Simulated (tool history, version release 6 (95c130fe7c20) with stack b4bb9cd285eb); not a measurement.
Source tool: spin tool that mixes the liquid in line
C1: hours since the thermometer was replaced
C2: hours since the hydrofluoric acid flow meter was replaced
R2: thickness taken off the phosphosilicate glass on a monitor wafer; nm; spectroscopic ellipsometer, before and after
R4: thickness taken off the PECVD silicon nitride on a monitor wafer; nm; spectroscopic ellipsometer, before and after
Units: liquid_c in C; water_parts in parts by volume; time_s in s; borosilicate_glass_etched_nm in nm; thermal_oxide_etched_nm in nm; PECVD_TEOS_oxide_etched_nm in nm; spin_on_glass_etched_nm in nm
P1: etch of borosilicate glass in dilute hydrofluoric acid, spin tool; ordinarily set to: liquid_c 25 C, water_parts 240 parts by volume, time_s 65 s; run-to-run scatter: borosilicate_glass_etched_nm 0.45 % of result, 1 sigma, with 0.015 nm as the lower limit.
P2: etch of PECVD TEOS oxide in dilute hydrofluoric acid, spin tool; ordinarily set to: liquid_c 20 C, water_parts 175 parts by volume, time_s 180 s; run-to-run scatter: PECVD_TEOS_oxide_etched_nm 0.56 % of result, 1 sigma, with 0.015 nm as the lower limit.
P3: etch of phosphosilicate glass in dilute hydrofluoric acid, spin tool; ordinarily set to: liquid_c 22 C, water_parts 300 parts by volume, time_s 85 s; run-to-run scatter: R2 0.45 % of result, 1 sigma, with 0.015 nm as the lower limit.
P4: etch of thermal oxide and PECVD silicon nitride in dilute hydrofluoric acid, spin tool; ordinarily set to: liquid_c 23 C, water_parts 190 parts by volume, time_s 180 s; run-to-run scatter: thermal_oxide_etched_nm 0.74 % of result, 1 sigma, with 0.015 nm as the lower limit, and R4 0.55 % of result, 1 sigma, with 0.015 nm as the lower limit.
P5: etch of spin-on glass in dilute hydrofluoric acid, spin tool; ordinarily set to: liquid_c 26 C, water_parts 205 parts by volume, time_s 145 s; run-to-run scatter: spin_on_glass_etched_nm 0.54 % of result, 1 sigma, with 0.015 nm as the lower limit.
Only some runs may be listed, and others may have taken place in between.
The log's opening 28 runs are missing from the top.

{"run": 29, "hour": 336.2, "process": "P1", "liquid_c": 19.5, "water_parts": 240, "time_s": 65, "C1": 582.6, "C2": 262.9, "borosilicate_glass_etched_nm": 5.4779}
{"run": 30, "hour": 346.8, "process": "P1", "liquid_c": 25, "water_parts": 135, "time_s": 20, "C1": 593.2, "C2": 273.5, "borosilicate_glass_etched_nm": 4.1794}
{"run": 31, "hour": 354.2, "process": "P3", "liquid_c": 22, "water_parts": 300, "time_s": 15, "C1": 600.6, "C2": 280.9, "R2": 7.4363}
{"run": 32, "hour": 363.3, "process": "P1", "liquid_c": 25, "water_parts": 240, "time_s": 65, "C1": 609.7, "C2": 290, "borosilicate_glass_etched_nm": 6.796}
{"run": 33, "hour": 370.3, "process": "P1", "liquid_c": 25, "water_parts": 365, "time_s": 65, "C1": 616.7, "C2": 297, "borosilicate_glass_etched_nm": 3.9053}
{"run": 34, "hour": 383.4, "process": "P1", "liquid_c": 25, "water_parts": 240, "time_s": 65, "C1": 629.8, "C2": 310.1, "borosilicate_glass_etched_nm": 6.8011}
{"run": 35, "hour": 390.9, "process": "P1", "liquid_c": 25, "water_parts": 240, "time_s": 65, "C1": 637.3, "C2": 317.6, "borosilicate_glass_etched_nm": 6.6463}
{"run": 36, "hour": 399.0, "process": "P1", "liquid_c": 25, "water_parts": 240, "time_s": 65, "C1": 645.4, "C2": 325.7, "borosilicate_glass_etched_nm": 6.5628}
{"run": 37, "hour": 407.0, "process": "P1", "liquid_c": 25, "water_parts": 240, "time_s": 65, "C1": 653.4, "C2": 333.7, "borosilicate_glass_etched_nm": 6.543}
{"run": 38, "hour": 416.6, "process": "P1", "liquid_c": 25, "water_parts": 240, "time_s": 65, "C1": 663, "C2": 343.3, "borosilicate_glass_etched_nm": 6.4054}
{"run": 39, "hour": 429.2, "process": "P1", "liquid_c": 25, "water_parts": 240, "time_s": 65, "C1": 675.6, "C2": 355.9, "borosilicate_glass_etched_nm": 6.4609}
{"run": 40, "hour": 441.4, "process": "P1", "liquid_c": 25, "water_parts": 240, "time_s": 65, "C1": 687.8, "C2": 368.1, "borosilicate_glass_etched_nm": 6.4279}

Run 41 is up next; what results do you expect?
{"run": 41, "hour": 453.2, "process": "P1", "liquid_c": 25, "water_parts": 240, "time_s": 65, "C1": 699.6, "C2": 379.9, "borosilicate_glass_etched_nm": "?"}

Run 41 measured borosilicate_glass_etched_nm 6.3845 nm.

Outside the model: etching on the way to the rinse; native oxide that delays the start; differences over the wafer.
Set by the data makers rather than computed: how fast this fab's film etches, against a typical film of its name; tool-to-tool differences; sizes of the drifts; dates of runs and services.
